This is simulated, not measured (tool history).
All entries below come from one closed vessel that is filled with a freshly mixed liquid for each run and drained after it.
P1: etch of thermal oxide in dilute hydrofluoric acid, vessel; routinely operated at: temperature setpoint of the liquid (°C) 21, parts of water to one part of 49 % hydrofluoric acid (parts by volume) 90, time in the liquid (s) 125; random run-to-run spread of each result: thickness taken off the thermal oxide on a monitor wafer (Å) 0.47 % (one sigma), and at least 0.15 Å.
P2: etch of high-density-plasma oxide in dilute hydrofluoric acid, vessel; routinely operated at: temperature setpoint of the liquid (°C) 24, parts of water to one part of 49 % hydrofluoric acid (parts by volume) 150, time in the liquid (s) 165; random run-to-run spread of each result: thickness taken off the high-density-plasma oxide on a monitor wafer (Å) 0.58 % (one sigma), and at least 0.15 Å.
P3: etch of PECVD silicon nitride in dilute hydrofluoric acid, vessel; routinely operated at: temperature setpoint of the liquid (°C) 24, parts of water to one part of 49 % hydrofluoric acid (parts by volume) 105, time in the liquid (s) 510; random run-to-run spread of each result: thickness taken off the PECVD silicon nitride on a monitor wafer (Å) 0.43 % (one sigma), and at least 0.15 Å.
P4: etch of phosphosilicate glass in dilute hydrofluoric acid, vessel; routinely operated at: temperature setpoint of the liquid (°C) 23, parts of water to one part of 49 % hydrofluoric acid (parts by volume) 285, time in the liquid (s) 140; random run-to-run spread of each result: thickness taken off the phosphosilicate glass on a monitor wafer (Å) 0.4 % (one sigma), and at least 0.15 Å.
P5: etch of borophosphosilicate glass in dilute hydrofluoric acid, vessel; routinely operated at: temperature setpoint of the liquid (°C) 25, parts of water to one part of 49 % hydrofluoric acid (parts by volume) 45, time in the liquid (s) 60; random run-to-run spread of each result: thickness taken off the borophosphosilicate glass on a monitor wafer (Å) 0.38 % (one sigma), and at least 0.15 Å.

| run | hour | process that ran | temperature setpoint of the liquid (°C) | parts of water to one part of 49 % hydrofluoric acid (parts by volume) | time in the liquid (s) | thickness taken off the thermal oxide on a monitor wafer (Å) | thickness taken off the borophosphosilicate glass on a monitor wafer (Å) | thickness taken off the phosphosilicate glass on a monitor wafer (Å) | thickness taken off the PECVD silicon nitride on a monitor wafer (Å) | thickness taken off the high-density-plasma oxide on a monitor wafer (Å) |
|---|---|---|---|---|---|---|---|---|---|---|
| 1 | 13.9 | P1 | 21 | 90 | 125 | 61.571 |  |  |  |  |
| 2 | 30.5 | P5 | 25 | 45 | 60 |  | 471.5 |  |  |  |
| 3 | 38.7 | P4 | 23 | 285 | 30 |  |  | 50.142 |  |  |
| 4 | 48.2 | P3 | 32.5 | 105 | 510 |  |  |  | 344.42 |  |
| 5 | 64.8 | P1 | 21 | 90 | 125 | 61.684 |  |  |  |  |
| 6 | 79.1 | P1 | 21 | 25 | 30 | 57.617 |  |  |  |  |
| 7 | 91.3 | P1 | 28 | 155 | 125 | 43.187 |  |  |  |  |
| 8 | 107 | P5 | 25 | 25 | 60 |  | 865.32 |  |  |  |
| 9 | 124.4 | P4 | 23 | 65 | 140 |  |  | 1311.4 |  |  |
| 10 | 139.3 | P5 | 25 | 45 | 100 |  | 780.19 |  |  |  |
| 11 | 150.2 | P4 | 23 | 285 | 140 |  |  | 235.92 |  |  |
| 12 | 168.4 | P1 | 21 | 90 | 125 | 61.648 |  |  |  |  |
| 13 | 184.9 | P1 | 21 | 90 | 205 | 100.95 |  |  |  |  |
| 14 | 196.8 | P5 | 25 | 45 | 60 |  | 468.77 |  |  |  |
| 15 | 211.4 | P5 | 33 | 45 | 60 |  | 644.01 |  |  |  |
| 16 | 227.6 | P3 | 24 | 50 | 510 |  |  |  | 413.52 |  |
| 17 | 242.2 | P2 | 18.5 | 150 | 165 |  |  |  |  | 65.229 |
| 18 | 258.7 | P4 | 18 | 285 | 140 |  |  | 194.89 |  |  |
| 19 | 268.4 | P1 | 27.5 | 90 | 125 | 79.244 |  |  |  |  |
| 20 | 276.3 | P1 | 28 | 90 | 30 | 19.187 |  |  |  |  |
| 21 | 284.2 | P3 | 24 | 105 | 1005 |  |  |  | 393.39 |  |
| 22 | 297.9 | P2 | 24 | 150 | 165 |  |  |  |  | 81.306 |
| 23 | 308.9 | P2 | 24 | 30 | 165 |  |  |  |  | 460.33 |
| 24 | 319.3 | P1 | 21 | 135 | 125 | 39.319 |  |  |  |  |
| 25 | 329.5 | P1 | 21 | 35 | 125 | 168.45 |  |  |  |  |
| 26 | 340.4 | P1 | 21 | 90 | 125 | 60.739 |  |  |  |  |
| 27 | 355.1 | P1 | 17 | 90 | 125 | 51.953 |  |  |  |  |
| 28 | 365 | P2 | 24 | 150 | 30 |  |  |  |  | 14.579 |
| 29 | 379.7 | P3 | 24 | 105 | 510 |  |  |  | 199.81 |  |
| 30 | 397.4 | P1 | 21 | 90 | 125 | 61.278 |  |  |  |  |
| 31 | 413.9 | P1 | 21 | 90 | 125 | 61.439 |  |  |  |  |
| 32 | 423.3 | P1 | 21 | 90 | 60 | 29.735 |  |  |  |  |
| 33 | 440.4 | P3 | 24 | 105 | 510 |  |  |  | 201.07 |  |
| 34 | 452.6 | P1 | 21 | 90 | 125 | 61.563 |  |  |  |  |
| 35 | 465.9 | P1 | 21 | 90 | 125 | 64.097 |  |  |  |  |
| 36 | 480.5 | P1 | 21 | 90 | 125 | 65.213 |  |  |  |  |
| 37 | 490.8 | P1 | 21 | 90 | 125 | 65.511 |  |  |  |  |
| 38 | 498.6 | P1 | 21 | 90 | 125 | 65.569 |  |  |  |  |
| 39 | 507.6 | P1 | 21 | 90 | 125 | 65.859 |  |  |  |  |
| 40 | 520 | P1 | 21 | 90 | 125 | 66.494 |  |  |  |  |
| 41 | 530.1 | P1 | 21 | 90 | 125 | 65.96 |  |  |  |  |

The output of P1 has drifted from where it used to be. Each of the 2 causes below, taken at the size shown beside it, accounts for the log equally well:
A: liquid hotter than its thermometer reads (K) = 1.84
B: hydrofluoric acid flow above the setpoint (%) = 7.02
The gradual shift began around hour 452.6.

Which of the 4 check runs listed below separates the causes, so that each cause would produce a clearly different result? Each run uses one wafer, and its results are marked with question marks.
| check 1 | 540.2 | P4 | 23 | 170 | 30 |  |  | ? |  |  |
| check 2 | 540.2 | P5 | 30 | 45 | 60 |  | ? |  |  |  |
| check 3 | 540.2 | P2 | 24 | 30 | 35 |  |  |  |  | ? |
| check 4 | 540.2 | P3 | 24 | 105 | 970 |  |  |  | ? |  |

If the cause were each of the candidates in turn, the checks would give the following:
| check | result | if A | if B |
|---|---|---|---|
| check 1 | thickness taken off the phosphosilicate glass on a monitor wafer (Å) | 101.45 | 102.53 |
| check 2 | thickness taken off the borophosphosilicate glass on a monitor wafer (Å) | 617.36 | 617.58 |
| check 3 | thickness taken off the high-density-plasma oxide on a monitor wafer (Å) | 106.32 | 105.69 |
| check 4 | thickness taken off the PECVD silicon nitride on a monitor wafer (Å) | 428.31 | 406.17 |
Smallest distance between any two causes, each pair judged by its most separating result, in per cent: check 1 1.06 %; check 2 0.04 %; check 3 0.59 %; check 4 5.31 %
Only in check 4 would the causes give clearly different results; in the remaining checks their results would be nearly the same.

Here is what check 4 returned: thickness taken off the PECVD silicon nitride on a monitor wafer (Å) 407.05. Which cause is it?

The cause is B: hydrofluoric acid flow above the setpoint (%).

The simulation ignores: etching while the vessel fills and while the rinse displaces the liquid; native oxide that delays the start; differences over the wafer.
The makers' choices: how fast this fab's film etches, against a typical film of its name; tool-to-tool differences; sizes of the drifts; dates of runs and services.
